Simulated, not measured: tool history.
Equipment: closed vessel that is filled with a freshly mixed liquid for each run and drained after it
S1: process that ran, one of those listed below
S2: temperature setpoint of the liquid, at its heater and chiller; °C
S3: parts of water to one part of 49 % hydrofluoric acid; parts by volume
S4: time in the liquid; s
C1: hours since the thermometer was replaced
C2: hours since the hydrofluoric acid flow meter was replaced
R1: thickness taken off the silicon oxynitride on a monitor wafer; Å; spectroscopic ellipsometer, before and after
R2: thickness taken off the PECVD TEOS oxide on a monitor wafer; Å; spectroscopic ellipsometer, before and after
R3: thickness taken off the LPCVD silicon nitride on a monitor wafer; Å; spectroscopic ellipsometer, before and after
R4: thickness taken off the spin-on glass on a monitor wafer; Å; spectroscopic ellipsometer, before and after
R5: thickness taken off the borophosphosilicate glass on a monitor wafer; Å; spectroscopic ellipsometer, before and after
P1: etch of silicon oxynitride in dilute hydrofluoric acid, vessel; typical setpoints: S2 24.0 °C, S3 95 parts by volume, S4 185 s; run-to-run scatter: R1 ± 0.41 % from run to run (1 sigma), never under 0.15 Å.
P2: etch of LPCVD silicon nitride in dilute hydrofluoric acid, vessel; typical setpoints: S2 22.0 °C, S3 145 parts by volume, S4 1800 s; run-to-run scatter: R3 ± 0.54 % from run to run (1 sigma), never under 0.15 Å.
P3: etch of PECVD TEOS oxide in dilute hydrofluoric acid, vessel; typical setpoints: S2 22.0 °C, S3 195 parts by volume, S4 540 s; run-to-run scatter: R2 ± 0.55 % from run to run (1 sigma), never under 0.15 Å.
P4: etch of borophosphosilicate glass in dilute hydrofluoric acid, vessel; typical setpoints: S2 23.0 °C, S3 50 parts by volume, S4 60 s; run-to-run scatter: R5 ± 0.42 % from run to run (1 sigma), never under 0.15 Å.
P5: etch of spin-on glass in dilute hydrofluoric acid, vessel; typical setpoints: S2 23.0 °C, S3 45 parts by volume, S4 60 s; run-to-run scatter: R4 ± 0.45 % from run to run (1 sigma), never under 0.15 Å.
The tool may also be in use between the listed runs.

Run 1, hour 8.8: S1 P1, S2 24.0 °C, S3 95 parts by volume, S4 185 s; C1 554.1; C2 246.6. Result: R1 60.812 Å.
Run 2, hour 14.2: S1 P3, S2 22.0 °C, S3 195 parts by volume, S4 540 s; C1 559.5; C2 252.0. Result: R2 396.81 Å.
Run 3, hour 18.7: S1 P1, S2 24.0 °C, S3 145 parts by volume, S4 185 s; C1 564.0; C2 256.5. Result: R1 37.902 Å.
Run 4, hour 23.0: S1 P1, S2 24.0 °C, S3 20 parts by volume, S4 185 s; C1 568.3; C2 260.8. Result: R1 306.820 Å.
Run 5, hour 30.6: S1 P1, S2 24.0 °C, S3 95 parts by volume, S4 185 s; C1 575.9; C2 268.4. Result: R1 61.170 Å.
Run 6, hour 38.2: S1 P2, S2 22.0 °C, S3 80 parts by volume, S4 1800 s; C1 583.5; C2 276.0. Result: R3 94.811 Å.
Run 7, hour 43.1: S1 P3, S2 22.0 °C, S3 50 parts by volume, S4 540 s; C1 588.4; C2 280.9. Result: R2 1826.30 Å.
Run 8, hour 49.1: S1 P1, S2 32.0 °C, S3 95 parts by volume, S4 185 s; C1 594.4; C2 286.9. Result: R1 87.182 Å.
Run 9, hour 57.9: S1 P1, S2 24.0 °C, S3 95 parts by volume, S4 40 s; C1 603.2; C2 295.7. Result: R1 13.245 Å.
Run 10, hour 62.8: S1 P2, S2 22.0 °C, S3 145 parts by volume, S4 1800 s; C1 608.1; C2 300.6. Result: R3 53.833 Å.
Run 11, hour 67.1: S1 P1, S2 24.0 °C, S3 95 parts by volume, S4 185 s; C1 612.4; C2 304.9. Result: R1 60.395 Å.
Run 12, hour 72.9: S1 P1, S2 18.5 °C, S3 30 parts by volume, S4 185 s; C1 618.2; C2 310.7. Result: R1 153.280 Å.
Run 13, hour 78.3: S1 P5, S2 23.0 °C, S3 45 parts by volume, S4 60 s; C1 623.6; C2 316.1. Result: R4 435.87 Å.
Run 14, hour 87.6: S1 P1, S2 24.0 °C, S3 95 parts by volume, S4 185 s; C1 632.9; C2 325.4. Result: R1 60.983 Å.
Run 15, hour 93.4: S1 P2, S2 17.0 °C, S3 145 parts by volume, S4 1800 s; C1 638.7; C2 331.2. Result: R3 38.213 Å.
Run 16, hour 100.6: S1 P2, S2 22.0 °C, S3 145 parts by volume, S4 2940 s; C1 645.9; C2 338.4. Result: R3 87.084 Å.
Run 17, hour 107.3: S1 P4, S2 23.0 °C, S3 50 parts by volume, S4 60 s; C1 652.6; C2 345.1. Result: R5 311.31 Å.
Run 18, hour 111.8: S1 P4, S2 23.0 °C, S3 50 parts by volume, S4 90 s; C1 657.1; C2 349.6. Result: R5 468.78 Å.
Run 19, hour 116.7: S1 P1, S2 17.0 °C, S3 35 parts by volume, S4 185 s; C1 662.0; C2 354.5. Result: R1 121.330 Å.
Run 20, hour 125.7: S1 P3, S2 22.0 °C, S3 195 parts by volume, S4 540 s; C1 671.0; C2 363.5. Result: R2 393.44 Å.
Run 21, hour 131.1: S1 P5, S2 23.0 °C, S3 45 parts by volume, S4 115 s; C1 676.4; C2 368.9. Result: R4 833.55 Å.
Run 22, hour 135.2: S1 P4, S2 23.0 °C, S3 50 parts by volume, S4 60 s; C1 680.5; C2 373.0. Result: R5 312.80 Å.
Run 23, hour 141.4: S1 P1, S2 19.5 °C, S3 95 parts by volume, S4 185 s; C1 686.7; C2 379.2. Result: R1 49.018 Å.
Run 24, hour 150.2: S1 P1, S2 24.0 °C, S3 95 parts by volume, S4 345 s; C1 695.5; C2 388.0. Result: R1 113.220 Å.
Run 25, hour 155.6: S1 P5, S2 26.5 °C, S3 45 parts by volume, S4 60 s; C1 700.9; C2 393.4. Result: R4 504.46 Å.
Run 26, hour 162.5: S1 P3, S2 17.0 °C, S3 195 parts by volume, S4 540 s; C1 707.8; C2 400.3. Result: R2 323.99 Å.
Run 27, hour 166.8: S1 P4, S2 23.0 °C, S3 20 parts by volume, S4 60 s; C1 712.1; C2 404.6. Result: R5 808.69 Å.
Run 28, hour 171.9: S1 P1, S2 24.0 °C, S3 95 parts by volume, S4 185 s; C1 717.2; C2 409.7. Result: R1 61.042 Å.
Run 29, hour 176.2: S1 P1, S2 24.0 °C, S3 30 parts by volume, S4 270 s; C1 721.5; C2 414.0. Result: R1 295.780 Å.
Run 30, hour 181.7: S1 P5, S2 23.0 °C, S3 20 parts by volume, S4 60 s; C1 727.0; C2 419.5. Result: R4 1011.50 Å.
Run 31, hour 188.2: S1 P3, S2 22.0 °C, S3 195 parts by volume, S4 215 s; C1 733.5; C2 426.0. Result: R2 156.64 Å.
Run 32, hour 193.5: S1 P4, S2 17.0 °C, S3 50 parts by volume, S4 60 s; C1 738.8; C2 431.3. Result: R5 240.58 Å.
Run 33, hour 199.6: S1 P1, S2 24.0 °C, S3 95 parts by volume, S4 185 s; C1 744.9; C2 437.4. Result: R1 61.360 Å.
Run 34, hour 208.1: S1 P1, S2 24.0 °C, S3 95 parts by volume, S4 185 s; C1 753.4; C2 445.9. Result: R1 60.692 Å.
Run 35, hour 214.0: S1 P1, S2 24.0 °C, S3 95 parts by volume, S4 185 s; C1 759.3; C2 451.8. Result: R1 58.435 Å.
Run 36, hour 221.4: S1 P1, S2 24.0 °C, S3 95 parts by volume, S4 185 s; C1 766.7; C2 459.2. Result: R1 56.869 Å.
Run 37, hour 226.2: S1 P1, S2 24.0 °C, S3 95 parts by volume, S4 185 s; C1 771.5; C2 464.0. Result: R1 56.620 Å.
Run 38, hour 231.4: S1 P1, S2 24.0 °C, S3 95 parts by volume, S4 185 s; C1 776.7; C2 469.2. Result: R1 55.733 Å.
Run 39, hour 236.0: S1 P1, S2 24.0 °C, S3 95 parts by volume, S4 185 s; C1 781.3; C2 473.8. Result: R1 55.740 Å.
Run 40, hour 242.1: S1 P1, S2 24.0 °C, S3 95 parts by volume, S4 185 s; C1 787.4; C2 479.9. Result: R1 55.594 Å.
Run 41, hour 246.2: S1 P1, S2 24.0 °C, S3 95 parts by volume, S4 185 s; C1 791.5; C2 484.0. Result: R1 55.397 Å.
Run 42, hour 252.1: S1 P1, S2 24.0 °C, S3 95 parts by volume, S4 185 s; C1 797.4; C2 489.9. Result: R1 55.271 Å.
Run 43, hour 257.8: S1 P1, S2 24.0 °C, S3 95 parts by volume, S4 185 s; C1 803.1; C2 495.6. Result: R1 55.484 Å.
Run 44, hour 263.5: S1 P1, S2 24.0 °C, S3 95 parts by volume, S4 185 s; C1 808.8; C2 501.3. Result: R1 55.032 Å.

Something has made what P1 gives creep away from where it was; the 2 causes below, each at its own stated size, fit the log equally well:
A: hydrofluoric acid flow below the setpoint (%) = 8.47
B: liquid colder than its thermometer reads (K) = 2.01
The process output started creeping at around hour 208.1.

Consider the 4 single-wafer check runs listed below, results given as question marks: which one distinguishes between the causes by giving clearly different results for each?
Run check 1, hour 269.2: S1 P5, S2 23.0 °C, S3 20 parts by volume, S4 115 s. Result: R4 ?.
Run check 2, hour 269.2: S1 P4, S2 17.0 °C, S3 50 parts by volume, S4 80 s. Result: R5 ?.
Run check 3, hour 269.2: S1 P2, S2 18.5 °C, S3 145 parts by volume, S4 1800 s. Result: R3 ?.
Run check 4, hour 269.2: S1 P3, S2 22.0 °C, S3 75 parts by volume, S4 540 s. Result: R2 ?.

How each check would come out, cause by cause:
  check  result     if A     if B
check 1      R4  1764.50  1773.00
check 2      R5   293.32   294.97
check 3      R3   38.588   36.643
check 4      R2  1066.00  1080.70
Gap, in per cent, between the two causes that each check separates least, read from the result that separates them most: check 1 0.48 %; check 2 0.56 %; check 3 5.17 %; check 4 1.37 %
The causes can be told apart only by check 3. The other checks would give nearly the same results under each of them.

Running check 3 produced the following: R3 36.573 Å. Which one of the listed causes fits?

Of the candidate causes, it is B: liquid colder than its thermometer reads (K).
